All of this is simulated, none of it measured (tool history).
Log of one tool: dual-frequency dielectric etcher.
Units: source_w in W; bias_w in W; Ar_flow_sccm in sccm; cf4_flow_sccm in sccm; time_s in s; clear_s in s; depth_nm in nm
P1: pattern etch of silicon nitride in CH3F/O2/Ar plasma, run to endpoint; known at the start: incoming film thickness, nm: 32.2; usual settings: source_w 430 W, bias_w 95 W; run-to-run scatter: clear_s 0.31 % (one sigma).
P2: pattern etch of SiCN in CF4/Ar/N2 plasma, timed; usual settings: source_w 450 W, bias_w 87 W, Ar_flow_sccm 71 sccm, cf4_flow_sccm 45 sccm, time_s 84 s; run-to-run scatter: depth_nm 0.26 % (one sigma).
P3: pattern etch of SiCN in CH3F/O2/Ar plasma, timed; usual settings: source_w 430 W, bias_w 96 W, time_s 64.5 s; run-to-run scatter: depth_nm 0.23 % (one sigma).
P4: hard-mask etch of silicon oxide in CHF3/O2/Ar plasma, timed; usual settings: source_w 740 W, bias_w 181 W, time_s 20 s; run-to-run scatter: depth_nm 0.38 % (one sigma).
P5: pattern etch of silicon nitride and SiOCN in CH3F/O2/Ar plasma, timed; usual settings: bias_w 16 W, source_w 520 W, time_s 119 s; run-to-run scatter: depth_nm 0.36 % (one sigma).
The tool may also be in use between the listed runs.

{"run": 1, "day": 0.333, "process": "P1", "source_w": 430, "bias_w": 95, "clear_s": 41.992}
{"run": 2, "day": 0.542, "process": "P2", "source_w": 450, "bias_w": 87, "Ar_flow_sccm": 71, "cf4_flow_sccm": 45, "time_s": 84, "depth_nm": 77.131}
{"run": 3, "day": 0.817, "process": "P5", "source_w": 520, "bias_w": 16, "time_s": 119, "depth_nm": 14.502}
{"run": 4, "day": 1.054, "process": "P3", "source_w": 430, "bias_w": 96, "time_s": 64.5, "depth_nm": 27.552}
{"run": 5, "day": 1.496, "process": "P5", "source_w": 520, "bias_w": 22, "time_s": 119, "depth_nm": 16.655}
{"run": 6, "day": 1.7, "process": "P1", "source_w": 430, "bias_w": 74, "clear_s": 46.215}
{"run": 7, "day": 1.988, "process": "P1", "source_w": 430, "bias_w": 95, "clear_s": 42.01}
{"day": 2.117, "done": "source power generator calibrated"}
{"run": 8, "day": 2.346, "process": "P2", "source_w": 450, "bias_w": 87, "Ar_flow_sccm": 71, "cf4_flow_sccm": 45, "time_s": 84, "depth_nm": 76.896}
{"run": 9, "day": 2.717, "process": "P1", "source_w": 260, "bias_w": 95, "clear_s": 50.96}
{"run": 10, "day": 3.129, "process": "P4", "source_w": 740, "bias_w": 141, "time_s": 20, "depth_nm": 39.757}
{"run": 11, "day": 3.458, "process": "P1", "source_w": 510, "bias_w": 118, "clear_s": 36.43}
{"run": 12, "day": 3.746, "process": "P2", "source_w": 450, "bias_w": 87, "Ar_flow_sccm": 51, "cf4_flow_sccm": 45, "time_s": 84, "depth_nm": 80.512}
{"run": 13, "day": 4.062, "process": "P2", "source_w": 270, "bias_w": 87, "Ar_flow_sccm": 71, "cf4_flow_sccm": 45, "time_s": 84, "depth_nm": 49.196}
{"day": 4.229, "done": "bias power generator calibrated"}
{"run": 14, "day": 4.475, "process": "P2", "source_w": 450, "bias_w": 87, "Ar_flow_sccm": 71, "cf4_flow_sccm": 45, "time_s": 59, "depth_nm": 53.989}
{"run": 15, "day": 4.696, "process": "P5", "source_w": 520, "bias_w": 16, "time_s": 119, "depth_nm": 14.543}
{"run": 16, "day": 5.138, "process": "P3", "source_w": 430, "bias_w": 115, "time_s": 64.5, "depth_nm": 29.56}
{"run": 17, "day": 5.55, "process": "P3", "source_w": 430, "bias_w": 96, "time_s": 91.5, "depth_nm": 39.21}
{"run": 18, "day": 5.908, "process": "P1", "source_w": 430, "bias_w": 117, "clear_s": 38.781}
{"run": 19, "day": 6.292, "process": "P4", "source_w": 600, "bias_w": 181, "time_s": 20, "depth_nm": 39.682}
{"run": 20, "day": 6.6, "process": "P1", "source_w": 430, "bias_w": 95, "clear_s": 42.218}
{"run": 21, "day": 7.046, "process": "P4", "source_w": 740, "bias_w": 181, "time_s": 25.5, "depth_nm": 54.979}
{"run": 22, "day": 7.429, "process": "P5", "source_w": 520, "bias_w": 16, "time_s": 86, "depth_nm": 10.587}
{"run": 23, "day": 7.658, "process": "P1", "source_w": 580, "bias_w": 130, "clear_s": 33.539}
{"run": 24, "day": 8.088, "process": "P1", "source_w": 340, "bias_w": 72, "clear_s": 50.646}
{"run": 25, "day": 8.3, "process": "P2", "source_w": 450, "bias_w": 87, "Ar_flow_sccm": 71, "cf4_flow_sccm": 54, "time_s": 84, "depth_nm": 78.743}
{"run": 26, "day": 8.5, "process": "P1", "source_w": 510, "bias_w": 95, "clear_s": 39.416}
{"run": 27, "day": 8.725, "process": "P4", "source_w": 740, "bias_w": 181, "time_s": 20, "depth_nm": 42.571}
{"run": 28, "day": 9.054, "process": "P1", "source_w": 430, "bias_w": 95, "clear_s": 42.027}
{"run": 29, "day": 9.317, "process": "P5", "source_w": 730, "bias_w": 16, "time_s": 119, "depth_nm": 16.564}
{"run": 30, "day": 9.688, "process": "P3", "source_w": 290, "bias_w": 96, "time_s": 64.5, "depth_nm": 23.835}
{"run": 31, "day": 10.038, "process": "P4", "source_w": 740, "bias_w": 181, "time_s": 20, "depth_nm": 42.713}
{"run": 32, "day": 10.483, "process": "P2", "source_w": 450, "bias_w": 110, "Ar_flow_sccm": 71, "cf4_flow_sccm": 45, "time_s": 84, "depth_nm": 83.807}
{"run": 33, "day": 10.929, "process": "P1", "source_w": 430, "bias_w": 95, "clear_s": 42.145}
{"run": 34, "day": 11.288, "process": "P1", "source_w": 430, "bias_w": 95, "clear_s": 41.834}
{"run": 35, "day": 11.529, "process": "P1", "source_w": 430, "bias_w": 95, "clear_s": 41.501}
{"run": 36, "day": 11.892, "process": "P1", "source_w": 430, "bias_w": 95, "clear_s": 41.717}
{"run": 37, "day": 12.183, "process": "P1", "source_w": 430, "bias_w": 95, "clear_s": 41.336}
{"day": 12.221, "done": "wet clean of the chamber"}
{"run": 38, "day": 12.55, "process": "P1", "source_w": 430, "bias_w": 95, "clear_s": 41.551}
{"run": 39, "day": 12.783, "process": "P1", "source_w": 430, "bias_w": 95, "clear_s": 41.439}
{"run": 40, "day": 12.996, "process": "P1", "source_w": 430, "bias_w": 95, "clear_s": 41.182}

What P1 gives has crept away from where it was. These 2 causes fit the log equally well, each at the size given:
A: source power that arrives over what is set, % = 4.73
B: bias power that arrives over what is set, % = 4.87
The creep began at about day 10.929.
Why every other cause is out:
chamber walls in a state that raises the etch rate, %: serviced at day 12.221, which brought nothing back

4 check runs are offered, one wafer each, their results left as question marks. Which one tells the causes apart?
{"run": "check 1", "day": 13.208, "process": "P2", "source_w": 310, "bias_w": 87, "Ar_flow_sccm": 58, "cf4_flow_sccm": 45, "time_s": 84, "depth_nm": "?"}
{"run": "check 2", "day": 13.208, "process": "P3", "source_w": 300, "bias_w": 96, "time_s": 84, "depth_nm": "?"}
{"run": "check 3", "day": 13.208, "process": "P4", "source_w": 740, "bias_w": 144, "time_s": 20, "depth_nm": "?"}
{"run": "check 4", "day": 13.208, "process": "P5", "source_w": 700, "bias_w": 21, "time_s": 119, "depth_nm": "?"}

What each check would give under each cause:
check=check_1 result=depth_nm if_A=59.409 if_B=58.058
check=check_2 result=depth_nm if_A=31.97 if_B=32.008
check=check_3 result=depth_nm if_A=40.489 if_B=40.371
check=check_4 result=depth_nm if_A=18.417 if_B=18.485
How far apart the two closest causes lie, in the result that separates them most: check 1 2.3 %; check 2 0.12 %; check 3 0.29 %; check 4 0.37 %
Only check 1 tells the causes apart: in the others they would give nearly the same result.

Then check 1 was run and gave: depth_nm 59.535 nm. Which cause is it?

It is A: source power that arrives over what is set, %.
